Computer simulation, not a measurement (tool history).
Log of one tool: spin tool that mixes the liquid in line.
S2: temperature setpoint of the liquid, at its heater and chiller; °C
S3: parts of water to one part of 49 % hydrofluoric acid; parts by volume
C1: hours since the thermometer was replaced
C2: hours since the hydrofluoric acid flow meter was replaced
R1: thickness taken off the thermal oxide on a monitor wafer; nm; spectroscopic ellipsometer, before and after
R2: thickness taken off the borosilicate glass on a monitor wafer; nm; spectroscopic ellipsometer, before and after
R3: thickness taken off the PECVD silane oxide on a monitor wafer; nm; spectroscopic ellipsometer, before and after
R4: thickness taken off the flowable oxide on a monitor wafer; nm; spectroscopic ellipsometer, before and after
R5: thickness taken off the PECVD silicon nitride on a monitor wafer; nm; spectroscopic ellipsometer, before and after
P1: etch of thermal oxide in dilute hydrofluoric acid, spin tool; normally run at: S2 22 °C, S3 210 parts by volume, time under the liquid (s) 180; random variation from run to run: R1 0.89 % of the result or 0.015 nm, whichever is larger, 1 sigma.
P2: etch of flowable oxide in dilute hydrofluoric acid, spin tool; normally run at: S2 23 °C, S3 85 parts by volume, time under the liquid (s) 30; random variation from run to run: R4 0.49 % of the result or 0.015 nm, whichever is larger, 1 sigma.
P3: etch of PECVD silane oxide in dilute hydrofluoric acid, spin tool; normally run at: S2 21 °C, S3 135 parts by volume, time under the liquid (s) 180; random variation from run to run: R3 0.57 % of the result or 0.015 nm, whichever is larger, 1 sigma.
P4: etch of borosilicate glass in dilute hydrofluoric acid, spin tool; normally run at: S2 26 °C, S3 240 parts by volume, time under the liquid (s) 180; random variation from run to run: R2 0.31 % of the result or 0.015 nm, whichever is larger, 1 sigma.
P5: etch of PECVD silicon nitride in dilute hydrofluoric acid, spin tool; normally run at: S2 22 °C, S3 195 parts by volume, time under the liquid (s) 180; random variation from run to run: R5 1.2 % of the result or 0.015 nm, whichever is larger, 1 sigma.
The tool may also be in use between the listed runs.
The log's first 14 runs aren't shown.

Run 15, hour 82.6: process that ran P1, S2 22 °C, S3 210 parts by volume, time under the liquid (s) 180; C1 1330.2; C2 1430.1. Result: R1 3.2003 nm.
Run 16, hour 88.5: process that ran P1, S2 22 °C, S3 210 parts by volume, time under the liquid (s) 305; C1 1336.1; C2 1436. Result: R1 5.3749 nm.
Run 17, hour 96: process that ran P3, S2 17 °C, S3 135 parts by volume, time under the liquid (s) 180; C1 1343.6; C2 1443.5. Result: R3 19.281 nm.
Run 18, hour 101.7: process that ran P2, S2 30.5 °C, S3 85 parts by volume, time under the liquid (s) 30; C1 1349.3; C2 1449.2. Result: R4 26.593 nm.
Run 19, hour 105.8: process that ran P4, S2 26 °C, S3 70 parts by volume, time under the liquid (s) 180; C1 1353.4; C2 1453.3. Result: R2 86.977 nm.
Run 20, hour 112.5: process that ran P4, S2 26 °C, S3 240 parts by volume, time under the liquid (s) 180; C1 1360.1; C2 1460. Result: R2 20.567 nm.
Run 21, hour 118.9: process that ran P3, S2 21 °C, S3 135 parts by volume, time under the liquid (s) 180; C1 1366.5; C2 1466.4. Result: R3 22.754 nm.
Run 22, hour 126.9: process that ran P2, S2 23 °C, S3 150 parts by volume, time under the liquid (s) 30; C1 1374.5; C2 1474.4. Result: R4 10.489 nm.
Run 23, hour 132.9: process that ran P5, S2 30.5 °C, S3 195 parts by volume, time under the liquid (s) 180; C1 1380.5; C2 1480.4. Result: R5 3.4366 nm.
Run 24, hour 137.3: process that ran P4, S2 33.5 °C, S3 240 parts by volume, time under the liquid (s) 180; C1 1384.9; C2 1484.8. Result: R2 26.485 nm.
Run 25, hour 143.2: process that ran P1, S2 22 °C, S3 210 parts by volume, time under the liquid (s) 180; C1 1390.8; C2 1490.7. Result: R1 3.1915 nm.
Run 26, hour 149.8: process that ran P1, S2 22 °C, S3 210 parts by volume, time under the liquid (s) 65; C1 1397.4; C2 1497.3. Result: R1 1.1716 nm.
Run 27, hour 156.5: process that ran P2, S2 23 °C, S3 85 parts by volume, time under the liquid (s) 15; C1 1404.1; C2 1504. Result: R4 10.011 nm.

Forecast run 28:
Run 28, hour 163.9: process that ran P1, S2 26.5 °C, S3 210 parts by volume, time under the liquid (s) 180; C1 1411.5; C2 1511.4. Result: R1 ?.

R1: 3.7449 nm

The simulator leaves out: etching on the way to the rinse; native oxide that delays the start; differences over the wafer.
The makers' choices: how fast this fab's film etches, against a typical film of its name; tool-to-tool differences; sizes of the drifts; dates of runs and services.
